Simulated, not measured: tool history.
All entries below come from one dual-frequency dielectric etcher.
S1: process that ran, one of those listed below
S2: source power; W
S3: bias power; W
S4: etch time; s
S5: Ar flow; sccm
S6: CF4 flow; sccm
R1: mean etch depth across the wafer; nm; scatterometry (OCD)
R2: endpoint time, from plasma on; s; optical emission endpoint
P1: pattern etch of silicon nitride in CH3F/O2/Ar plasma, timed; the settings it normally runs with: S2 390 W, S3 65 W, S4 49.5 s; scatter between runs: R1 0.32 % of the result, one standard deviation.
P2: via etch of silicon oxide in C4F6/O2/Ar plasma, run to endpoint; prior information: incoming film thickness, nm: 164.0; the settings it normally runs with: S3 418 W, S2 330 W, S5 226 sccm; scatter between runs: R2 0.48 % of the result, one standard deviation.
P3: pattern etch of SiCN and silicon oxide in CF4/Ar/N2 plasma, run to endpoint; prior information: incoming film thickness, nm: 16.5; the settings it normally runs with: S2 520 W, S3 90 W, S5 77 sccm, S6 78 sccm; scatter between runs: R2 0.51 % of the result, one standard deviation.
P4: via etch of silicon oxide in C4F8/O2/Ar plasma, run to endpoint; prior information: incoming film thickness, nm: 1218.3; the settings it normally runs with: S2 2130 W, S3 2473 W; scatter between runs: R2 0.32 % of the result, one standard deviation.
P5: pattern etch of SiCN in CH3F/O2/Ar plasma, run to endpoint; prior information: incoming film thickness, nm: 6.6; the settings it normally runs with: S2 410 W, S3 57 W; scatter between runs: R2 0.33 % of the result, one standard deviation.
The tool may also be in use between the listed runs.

| run | hour | S1 | S2 | S3 | S4 | S5 | S6 | R1 | R2 |
|---|---|---|---|---|---|---|---|---|---|
| 1 | 9.8 | P1 | 390 | 65 | 49.5 |  |  | 33.408 |  |
| 2 | 18.6 | P3 | 520 | 62 |  | 77 | 78 |  | 16.331 |
| 3 | 29.5 | P1 | 390 | 65 | 49.5 |  |  | 33.391 |  |
| 4 | 42.7 | P2 | 330 | 276 |  | 226 |  |  | 45.567 |
| 5 | 53.2 | P3 | 520 | 90 |  | 77 | 55 |  | 15.005 |
| 6 | 64.1 | P1 | 390 | 65 | 49.5 |  |  | 33.257 |  |
| 7 | 78.3 | P3 | 520 | 90 |  | 77 | 78 |  | 14.165 |
| 8 | 89.8 | P5 | 410 | 34 |  |  |  |  | 22.246 |
| 9 | 97.5 | P1 | 540 | 65 | 49.5 |  |  | 37.912 |  |
| 10 | 108.3 | P1 | 250 | 65 | 49.5 |  |  | 28.141 |  |
| 11 | 114.7 | P1 | 390 | 82 | 49.5 |  |  | 36.149 |  |
| 12 | 122.9 | P2 | 330 | 418 |  | 226 |  |  | 39.729 |
| 13 | 131.5 | P1 | 510 | 47 | 49.5 |  |  | 33.429 |  |
| 14 | 142.9 | P1 | 390 | 65 | 38.5 |  |  | 25.997 |  |
| 15 | 155.8 | P4 | 2130 | 1631 |  |  |  |  | 247.79 |
| 16 | 165.7 | P3 | 520 | 90 |  | 99 | 78 |  | 14.862 |
| 17 | 178.2 | P2 | 420 | 418 |  | 226 |  |  | 35.926 |
| 18 | 190 | P1 | 390 | 65 | 49.5 |  |  | 33.621 |  |
| 19 | 200.4 | P1 | 390 | 46 | 49.5 |  |  | 29.796 |  |
| 20 | 209.5 | P1 | 390 | 65 | 64.5 |  |  | 43.807 |  |
| 21 | 216 | P3 | 710 | 90 |  | 77 | 78 |  | 10.929 |
| 22 | 226.7 | P2 | 330 | 418 |  | 226 |  |  | 39.663 |
| 23 | 234.9 | P1 | 500 | 65 | 72.5 |  |  | 53.831 |  |
| 24 | 245.9 | P5 | 560 | 57 |  |  |  |  | 16.785 |
| 25 | 259.3 | P5 | 410 | 57 |  |  |  |  | 18.953 |
| 26 | 271.8 | P2 | 330 | 418 |  | 310 |  |  | 41.155 |
| 27 | 285.5 | P4 | 1690 | 2473 |  |  |  |  | 242.29 |
| 28 | 293.7 | P4 | 2130 | 2473 |  |  |  |  | 221.03 |
| 29 | 308.2 | P3 | 520 | 90 |  | 77 | 78 |  | 14.312 |
| 30 | 321.5 | P1 | 390 | 65 | 49.5 |  |  | 33.354 |  |

The next listed run, before its measurement:
| 31 | 333 | P1 | 390 | 65 | 49.5 |  |  | ? |  |

R1: 33.035 nm
